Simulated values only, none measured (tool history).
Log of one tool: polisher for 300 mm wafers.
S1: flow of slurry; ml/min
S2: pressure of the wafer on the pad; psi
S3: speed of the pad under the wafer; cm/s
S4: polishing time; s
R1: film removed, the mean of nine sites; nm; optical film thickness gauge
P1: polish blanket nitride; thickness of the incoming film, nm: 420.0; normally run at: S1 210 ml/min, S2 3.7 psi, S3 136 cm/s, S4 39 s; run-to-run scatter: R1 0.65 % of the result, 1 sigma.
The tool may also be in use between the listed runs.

{"run": 1, "hour": 7.4, "S1": 210, "S2": 3.7, "S3": 136, "S4": 39, "R1": 77.238}
{"run": 2, "hour": 14.3, "S1": 210, "S2": 3.7, "S3": 136, "S4": 39, "R1": 76.686}
{"run": 3, "hour": 19.2, "S1": 210, "S2": 1.8, "S3": 136, "S4": 39, "R1": 37.159}
{"run": 4, "hour": 23.7, "S1": 300, "S2": 3.7, "S3": 136, "S4": 39, "R1": 79.912}
{"run": 5, "hour": 29.0, "S1": 315, "S2": 3.7, "S3": 80, "S4": 39, "R1": 52.453}
{"run": 6, "hour": 33.1, "S1": 210, "S2": 3.7, "S3": 136, "S4": 51, "R1": 100.18}
{"run": 7, "hour": 38.2, "S1": 210, "S2": 3.7, "S3": 136, "S4": 39, "R1": 76.484}
{"run": 8, "hour": 43.3, "S1": 210, "S2": 3.7, "S3": 62, "S4": 39, "R1": 40.649}
{"run": 9, "hour": 47.5, "S1": 210, "S2": 3.7, "S3": 200, "S4": 39, "R1": 105.3}
{"run": 10, "hour": 51.2, "S1": 210, "S2": 1.7, "S3": 136, "S4": 18, "R1": 16.219}
{"run": 11, "hour": 55.4, "S1": 210, "S2": 3.7, "S3": 136, "S4": 23, "R1": 45.18}
{"run": 12, "hour": 62.5, "S1": 125, "S2": 3.7, "S3": 136, "S4": 39, "R1": 70.574}
{"run": 13, "hour": 68.3, "S1": 125, "S2": 3.7, "S3": 136, "S4": 52, "R1": 93.663}
{"run": 14, "hour": 72.9, "S1": 210, "S2": 3.7, "S3": 136, "S4": 39, "R1": 76.742}
{"run": 15, "hour": 79.0, "S1": 210, "S2": 5.7, "S3": 136, "S4": 39, "R1": 119.14}
{"run": 16, "hour": 85.5, "S1": 210, "S2": 3.7, "S3": 136, "S4": 39, "R1": 77.054}
{"run": 17, "hour": 90.5, "S1": 210, "S2": 3.7, "S3": 136, "S4": 39, "R1": 74.32}
{"run": 18, "hour": 97.2, "S1": 210, "S2": 3.7, "S3": 136, "S4": 39, "R1": 73.79}
{"run": 19, "hour": 100.7, "S1": 210, "S2": 3.7, "S3": 136, "S4": 39, "R1": 72.953}
{"hour": 101.4, "done": "head pressure recalibrated"}
{"run": 20, "hour": 104.3, "S1": 210, "S2": 3.7, "S3": 136, "S4": 39, "R1": 71.996}
{"run": 21, "hour": 109.6, "S1": 210, "S2": 3.7, "S3": 136, "S4": 39, "R1": 72.301}
{"run": 22, "hour": 116.5, "S1": 210, "S2": 3.7, "S3": 136, "S4": 39, "R1": 72.091}

What P1 gives has crept away from where it was. These 2 causes fit the log equally well, each at the size given:
A: removal rate lost through wear of the pad, % = 6.56
B: slurry flow missing at the pad, % = 35.4
The creep began at about hour 85.5.
Why every other cause is out:
head's pressure below its setpoint, %: serviced at hour 101.4, which brought nothing back

4 check runs are offered, each on 2 wafers whose results are averaged, their results left as question marks. Which one tells the causes apart?
{"run": "check 1", "hour": 123.4, "S1": 210, "S2": 3.0, "S3": 136, "S4": 49, "R1": "?"}
{"run": "check 2", "hour": 123.4, "S1": 125, "S2": 3.7, "S3": 136, "S4": 49, "R1": "?"}
{"run": "check 3", "hour": 123.4, "S1": 210, "S2": 5.3, "S3": 136, "S4": 39, "R1": "?"}
{"run": "check 4", "hour": 123.4, "S1": 210, "S2": 4.9, "S3": 164, "S4": 39, "R1": "?"}

What each check would give under each cause:
check=check_1 result=R1 if_A=73.151 if_B=73.140
check=check_2 result=R1 if_A=82.944 if_B=79.608
check=check_3 result=R1 if_A=102.860 if_B=102.840
check=check_4 result=R1 if_A=110.460 if_B=110.440
How far apart the two closest causes lie, in the result that separates them most: check 1 0.02 %; check 2 4.11 %; check 3 0.02 %; check 4 0.02 %
Only check 2 tells the causes apart: in the others they would give nearly the same result.

Then check 2 was run and gave: R1 83.823 nm. Which cause is it?

It is A: removal rate lost through wear of the pad, %.
